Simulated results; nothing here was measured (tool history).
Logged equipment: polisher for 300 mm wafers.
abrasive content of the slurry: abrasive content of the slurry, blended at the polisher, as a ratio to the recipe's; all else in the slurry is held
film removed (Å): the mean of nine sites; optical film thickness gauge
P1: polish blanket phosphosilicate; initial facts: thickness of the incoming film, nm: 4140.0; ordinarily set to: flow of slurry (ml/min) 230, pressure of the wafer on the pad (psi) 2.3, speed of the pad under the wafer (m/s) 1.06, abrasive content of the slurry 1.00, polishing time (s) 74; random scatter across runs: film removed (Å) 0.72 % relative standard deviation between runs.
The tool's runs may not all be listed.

run,hour,flow of slurry (ml/min),pressure of the wafer on the pad (psi),speed of the pad under the wafer (m/s),abrasive content of the slurry,polishing time (s),wafers polished on this pad,hours since the slurry nozzle was cleaned,hours since the head pressure was calibrated,hours since the slurry blender was calibrated,hours since the conditioning disc was replaced,film removed (Å)
1,10.1,230,2.3,1.06,1.00,74,533,169.1,343.9,78.6,369.2,3951.3
2,20.7,140,2.3,0.64,1.00,74,641,179.7,354.5,89.2,379.8,2482.5
3,28.5,230,2.3,1.06,1.00,74,720,187.5,362.3,97.0,387.6,3990.7
4,35.6,230,2.3,1.06,0.50,74,793,194.6,369.4,104.1,394.7,2743.9
5,48.4,230,2.3,1.06,1.00,109,923,207.4,382.2,116.9,407.5,5872.6
6,55.9,150,3.5,1.06,1.00,74,999,214.9,389.7,124.4,415.0,5634.8
7,62.8,230,3.4,1.06,1.00,74,1069,221.8,396.6,131.3,421.9,5951.2
8,69.2,230,2.3,1.44,1.00,74,1134,228.2,403.0,137.7,428.3,5150.7
9,80.6,365,2.3,1.06,1.00,74,1250,239.6,414.4,149.1,439.7,4180.4
10,93.7,230,2.3,1.06,1.00,74,1383,252.7,427.5,162.2,452.8,3943.7
# hour 94.7: head pressure recalibrated
11,107.1,165,2.3,1.06,1.00,74,1520,266.1,12.4,175.6,466.2,3861.8
12,113.0,230,2.3,0.60,1.00,74,1580,272.0,18.3,181.5,472.1,2554.4
13,120.7,230,2.3,1.06,1.00,38,1658,279.7,26.0,189.2,479.8,2050.6
14,127.8,230,1.6,1.06,1.00,74,1730,286.8,33.1,196.3,486.9,2778.8
15,135.2,230,2.3,1.06,1.00,74,1805,294.2,40.5,203.7,494.3,4031.9
16,143.9,230,2.3,1.06,1.25,74,1894,302.9,49.2,212.4,503.0,4414.3
17,153.4,230,2.3,1.06,1.00,74,1990,312.4,58.7,221.9,512.5,3996.0
18,162.0,230,2.3,1.06,1.00,74,2078,321.0,67.3,230.5,521.1,3962.7
19,173.8,230,2.3,1.06,1.00,74,2198,332.8,79.1,242.3,532.9,3877.8
20,181.6,230,2.3,1.06,1.00,74,2277,340.6,86.9,250.1,540.7,3800.1
21,194.1,230,2.3,1.06,1.00,74,2404,353.1,99.4,262.6,553.2,3741.0
22,201.9,230,2.3,1.06,1.00,74,2483,360.9,107.2,270.4,561.0,3657.5
# hour 212.9: head pressure recalibrated
23,213.3,230,2.3,1.06,1.00,74,2599,372.3,0.5,281.8,572.4,3680.6
# hour 213.7: slurry nozzle cleaned
# hour 213.9: conditioning disc replaced and pad reconditioned
24,224.1,230,2.3,1.06,1.00,74,2709,10.5,11.3,292.6,10.2,3599.7
25,234.3,230,2.3,1.06,1.00,74,2813,20.7,21.5,302.8,20.4,3588.7
26,243.7,230,2.3,1.06,1.00,74,2908,30.1,30.9,312.2,29.8,3593.2
27,250.2,230,2.3,1.06,1.00,74,2974,36.6,37.4,318.7,36.3,3622.5
28,258.6,230,2.3,1.06,1.00,74,3060,45.0,45.8,327.1,44.7,3631.6
29,267.4,230,2.3,1.06,1.00,74,3149,53.8,54.6,335.9,53.5,3606.9

Something has made what P1 gives creep away from where it was; the 2 causes below, each at its own stated size, fit the log equally well:
A: removal rate lost through wear of the pad, % = 9.82
B: abrasive missing from the slurry, % = 19.3
The gradual shift began around hour 162.0.
The rest of the possible causes, and what rules out each one:
slurry flow missing at the pad, %: was serviced at hour 213.7, once the creep was under way, yet the earlier output never came back
head's pressure below its setpoint, %: was serviced at hour 212.9, once the creep was under way, yet the earlier output never came back
time polished since the conditioner stopped cutting, s: was serviced at hour 213.9, once the creep was under way, yet the earlier output never came back

Which of the 4 check runs listed below, each an average over 5 wafers with its results shown as question marks, gives clearly different results under the different listed causes?
check 1,276.2,230,1.7,1.06,1.00,101,,,,,,?
check 2,276.2,165,3.1,1.06,1.00,74,,,,,,?
check 3,276.2,230,2.3,1.06,0.60,74,,,,,,?
check 4,276.2,230,3.2,1.06,1.00,74,,,,,,?

What each check would give under each cause:
check,result,if A,if B
check 1,film removed (Å),3640.9,3641.6
check 2,film removed (Å),4650.2,4651.0
check 3,film removed (Å),2769.8,2696.5
check 4,film removed (Å),5021.4,5022.3
Gap, in per cent, between the two causes that each check separates least, read from the result that separates them most: check 1 0.02 %; check 2 0.02 %; check 3 2.68 %; check 4 0.02 %
The other checks would show nearly matching results whichever cause is true, so check 3 is the only one that separates the causes.

Check 3 was carried out, with these results: film removed (Å) 2690.9. Which of the listed causes is responsible?

The cause is B: abrasive missing from the slurry, %.
